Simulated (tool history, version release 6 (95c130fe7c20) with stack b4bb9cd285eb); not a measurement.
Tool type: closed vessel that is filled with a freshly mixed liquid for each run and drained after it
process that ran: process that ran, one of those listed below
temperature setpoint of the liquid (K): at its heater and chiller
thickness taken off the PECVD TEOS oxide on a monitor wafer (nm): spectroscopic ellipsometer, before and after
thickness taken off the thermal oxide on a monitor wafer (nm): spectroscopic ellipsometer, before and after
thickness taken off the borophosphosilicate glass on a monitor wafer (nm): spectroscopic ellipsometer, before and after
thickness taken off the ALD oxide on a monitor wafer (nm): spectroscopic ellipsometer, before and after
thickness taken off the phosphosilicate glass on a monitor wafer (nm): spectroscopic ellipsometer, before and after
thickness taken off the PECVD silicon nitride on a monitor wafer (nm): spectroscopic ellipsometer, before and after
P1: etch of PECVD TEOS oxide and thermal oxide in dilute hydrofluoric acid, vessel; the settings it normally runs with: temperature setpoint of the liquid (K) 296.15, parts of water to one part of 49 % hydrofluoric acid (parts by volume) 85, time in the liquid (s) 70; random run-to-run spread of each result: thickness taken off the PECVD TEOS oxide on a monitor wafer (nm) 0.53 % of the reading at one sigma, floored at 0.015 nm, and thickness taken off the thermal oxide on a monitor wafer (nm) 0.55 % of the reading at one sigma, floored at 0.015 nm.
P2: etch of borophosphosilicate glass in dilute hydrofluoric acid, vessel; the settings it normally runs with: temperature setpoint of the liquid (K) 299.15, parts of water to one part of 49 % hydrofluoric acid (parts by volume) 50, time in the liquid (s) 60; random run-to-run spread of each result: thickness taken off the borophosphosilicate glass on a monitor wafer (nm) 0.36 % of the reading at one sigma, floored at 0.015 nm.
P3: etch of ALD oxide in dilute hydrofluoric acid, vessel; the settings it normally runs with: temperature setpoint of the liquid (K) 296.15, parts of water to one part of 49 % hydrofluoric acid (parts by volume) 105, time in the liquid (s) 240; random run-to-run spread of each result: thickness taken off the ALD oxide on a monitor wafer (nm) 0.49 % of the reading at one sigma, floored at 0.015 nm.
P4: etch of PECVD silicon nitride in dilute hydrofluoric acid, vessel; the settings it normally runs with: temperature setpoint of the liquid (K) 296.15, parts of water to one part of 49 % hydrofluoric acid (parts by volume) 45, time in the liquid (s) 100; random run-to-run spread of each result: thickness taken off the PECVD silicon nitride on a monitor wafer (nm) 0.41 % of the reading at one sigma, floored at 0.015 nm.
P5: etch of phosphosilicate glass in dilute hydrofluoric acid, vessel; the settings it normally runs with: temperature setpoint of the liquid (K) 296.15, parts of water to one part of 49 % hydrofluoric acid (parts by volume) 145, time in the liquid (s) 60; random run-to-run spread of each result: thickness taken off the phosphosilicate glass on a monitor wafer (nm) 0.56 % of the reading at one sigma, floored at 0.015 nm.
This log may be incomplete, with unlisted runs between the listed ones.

run   hour  process that ran  temperature setpoint of the liquid (K)  parts of water to one part of 49 % hydrofluoric acid (parts by volume)  time in the liquid (s)  hours since the thermometer was replaced  hours since the hydrofluoric acid flow meter was replaced  thickness taken off the PECVD TEOS oxide on a monitor wafer (nm)  thickness taken off the thermal oxide on a monitor wafer (nm)  thickness taken off the borophosphosilicate glass on a monitor wafer (nm)  thickness taken off the ALD oxide on a monitor wafer (nm)  thickness taken off the phosphosilicate glass on a monitor wafer (nm)  thickness taken off the PECVD silicon nitride on a monitor wafer (nm)
  1   16.3                P1                                  296.15                                                                      85                      70                                    1272.9                                                      715.4                                                            10.706                                                           3.86
  2   26.5                P2                                  307.15                                                                      50                      60                                    1283.1                                                      725.6                                                                                                                                                                                                      82.761
  3   34.6                P3                                  296.15                                                                     105                     240                                    1291.2                                                      733.7                                                                                                                                                                                                                                                                 50.623
  4   53.1                P3                                  302.65                                                                     105                     240                                    1309.7                                                      752.2                                                                                                                                                                                                                                                                 65.157
  5   69.6                P5                                  296.15                                                                     145                      60                                    1326.2                                                      768.7                                                                                                                                                                                                                                                                                                                                        30.795
  6   87.6                P5                                  296.15                                                                     145                      30                                    1344.2                                                      786.7                                                                                                                                                                                                                                                                                                                                        15.475
  7  102.5                P2                                  299.15                                                                      80                      60                                    1359.1                                                      801.6                                                                                                                                                                                                      36.377
  8  117.6                P1                                  292.15                                                                      85                      70                                    1374.2                                                      816.7                                                            8.9745                                                         3.2978
  9  126.6                P2                                  299.15                                                                      50                     100                                    1383.2                                                      825.7                                                                                                                                                                                                      101.06
 10  140.4                P3                                  296.15                                                                     105                     240                                      1397                                                      839.5                                                                                                                                                                                                                                                                 50.976
 11    157                P3                                  296.15                                                                     190                     240                                    1413.6                                                      856.1                                                                                                                                                                                                                                                                 25.542
 12    174                P5                                  296.15                                                                      45                      60                                    1430.6                                                      873.1                                                                                                                                                                                                                                                                                                                                        112.15
 13  191.7                P1                                  296.15                                                                      85                      70                                    1448.3                                                      890.8                                                            10.754                                                         3.8798
 14  208.4                P1                                  296.15                                                                      85                      70                                      1465                                                      907.5                                                             10.69                                                         3.8925
 15  217.2                P1                                  296.15                                                                      85                      70                                    1473.8                                                      916.3                                                            10.735                                                         3.8896
 16  234.7                P4                                  296.15                                                                      75                     100                                    1491.3                                                      933.8                                                                                                                                                                                                                                                                                                                                                                                                               3.3309
 17  245.2                P5                                  304.15                                                                     145                      60                                    1501.8                                                      944.3                                                                                                                                                                                                                                                                                                                                        41.901
 18  254.8                P1                                  296.15                                                                     140                      70                                    1511.4                                                      953.9                                                            6.0699                                                         2.2412
 19  271.9                P3                                  296.15                                                                     105                     425                                    1528.5                                                        971                                                                                                                                                                                                                                                                 89.696
 20  287.6                P4                                  290.15                                                                      45                     100                                    1544.2                                                      986.7                                                                                                                                                                                                                                                                                                                                                                                                               3.5937
 21  296.3                P2                                  299.15                                                                      50                      60                                    1552.9                                                      995.4                                                                                                                                                                                                      60.388
 22  314.3                P4                                  296.15                                                                      45                     100                                    1570.9                                                     1013.4                                                                                                                                                                                                                                                                                                                                                                                                               5.3717
 23  327.2                P4                                  296.15                                                                      45                     165                                    1583.8                                                     1026.3                                                                                                                                                                                                                                                                                                                                                                                                               8.9549
 24  341.7                P1                                  296.15                                                                      85                      70                                    1598.3                                                     1040.8                                                            10.711                                                         3.8829
 25  358.3                P1                                  296.15                                                                      40                      70                                    1614.9                                                     1057.4                                                            24.165                                                         8.7142
 26  375.9                P5                                  296.15                                                                     145                      60                                    1632.5                                                       1075                                                                                                                                                                                                                                                                                                                                         30.83
 27  390.3                P1                                  296.15                                                                      85                     120                                    1646.9                                                     1089.4                                                            18.489                                                         6.6537
 28  398.5                P1                                  296.15                                                                      85                      30                                    1655.1                                                     1097.6                                                            4.5098                                                         1.6493
 29    415                P1                                  303.15                                                                      85                      70                                    1671.6                                                     1114.1                                                            13.986                                                         5.1243
 30  426.7                P1                                  301.15                                                                     145                      70                                    1683.3                                                     1125.8                                                            7.0347                                                         2.5358
 31  434.9                P1                                  296.15                                                                      85                      70                                    1691.5                                                       1134                                                            10.612                                                         3.8578
 32  451.5                P1                                  302.65                                                                     140                      70                                    1708.1                                                     1150.6                                                            7.7577                                                         2.8185
 33  460.4                P1                                  296.15                                                                      85                      70                                      1717                                                     1159.5                                                            10.742                                                         3.9299
 34  470.3                P1                                  296.15                                                                      85                      70                                    1726.9                                                     1169.4                                                            10.503                                                         3.8133
 35  479.5                P1                                  296.15                                                                      85                      70                                    1736.1                                                     1178.6                                                             10.41                                                         3.8011
 36    491                P1                                  296.15                                                                      85                      70                                    1747.6                                                     1190.1                                                            10.203                                                         3.7191
 37  509.1                P1                                  296.15                                                                      85                      70                                    1765.7                                                     1208.2                                                            10.112                                                         3.6888
 38  524.6                P1                                  296.15                                                                      85                      70                                    1781.2                                                     1223.7                                                            10.014                                                         3.6879
 39  537.1                P1                                  296.15                                                                      85                      70                                    1793.7                                                     1236.2                                                            10.008                                                         3.6503

What does the tool deliver on the next run?
 40  554.4                P1                                  296.15                                                                      85                      70                                      1811                                                     1253.5                                                                 ?                                                              ?

{"run 40": {"thickness taken off the PECVD TEOS oxide on a monitor wafer (nm)": 10.015, "thickness taken off the thermal oxide on a monitor wafer (nm)": 3.5983}}
